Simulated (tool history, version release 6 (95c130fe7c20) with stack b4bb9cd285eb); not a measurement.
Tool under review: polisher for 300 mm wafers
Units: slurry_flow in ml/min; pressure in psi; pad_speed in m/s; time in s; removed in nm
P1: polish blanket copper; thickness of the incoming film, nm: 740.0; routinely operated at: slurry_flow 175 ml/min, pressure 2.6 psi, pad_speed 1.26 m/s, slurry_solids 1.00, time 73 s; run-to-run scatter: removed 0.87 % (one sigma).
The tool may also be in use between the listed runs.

run,hour,slurry_flow,pressure,pad_speed,slurry_solids,time,removed
1,11.8,175,2.6,1.26,1.00,73,277.32
2,21.7,175,2.6,1.26,1.00,73,275.44
3,37.4,175,2.6,1.26,1.00,73,277.78
4,48.9,175,3.9,1.26,1.00,73,412.33
5,62.1,175,2.6,1.98,1.00,73,444.99
6,70.1,105,2.6,1.26,1.00,73,249.17
7,77.8,175,2.6,1.26,1.35,73,297.24
8,85.7,175,2.6,1.26,1.00,73,274.66
9,103.1,175,2.6,1.26,1.00,50,189.04
10,118.8,175,1.5,1.26,1.00,73,158.40
# hour 126.2: slurry blender recalibrated
11,132.9,175,2.6,1.26,1.00,116,447.62
12,141.5,175,2.6,1.88,1.00,33,188.91
13,152.1,175,2.6,1.26,1.00,73,277.10
14,161.1,175,2.6,1.26,1.00,73,275.37
15,174.9,175,2.6,1.26,1.00,73,275.86
16,189.6,175,2.6,0.74,1.00,73,163.11
17,198.5,175,2.6,1.26,0.75,73,260.88
18,208.2,225,2.6,1.26,1.00,73,286.19
19,225.3,175,2.6,1.26,1.00,73,275.80
20,235.3,175,2.6,1.26,1.00,73,265.71
21,243.7,175,2.6,1.26,1.00,73,269.63
22,259.3,175,2.6,1.26,1.00,73,262.29
23,270.7,175,2.6,1.26,1.00,73,259.84
24,285.4,175,2.6,1.26,1.00,73,257.22
# hour 294.3: slurry blender recalibrated
25,301.2,175,2.6,1.26,1.00,73,257.88
# hour 312.0: head pressure recalibrated
26,316.1,175,2.6,1.26,1.00,73,256.74
27,327.8,175,2.6,1.26,1.00,73,253.07
28,343.0,175,2.6,1.26,1.00,73,254.99

For run 29, what comes out?
29,356.2,175,2.6,1.26,1.00,73,?

{"run 29": {"removed": 254.35}}
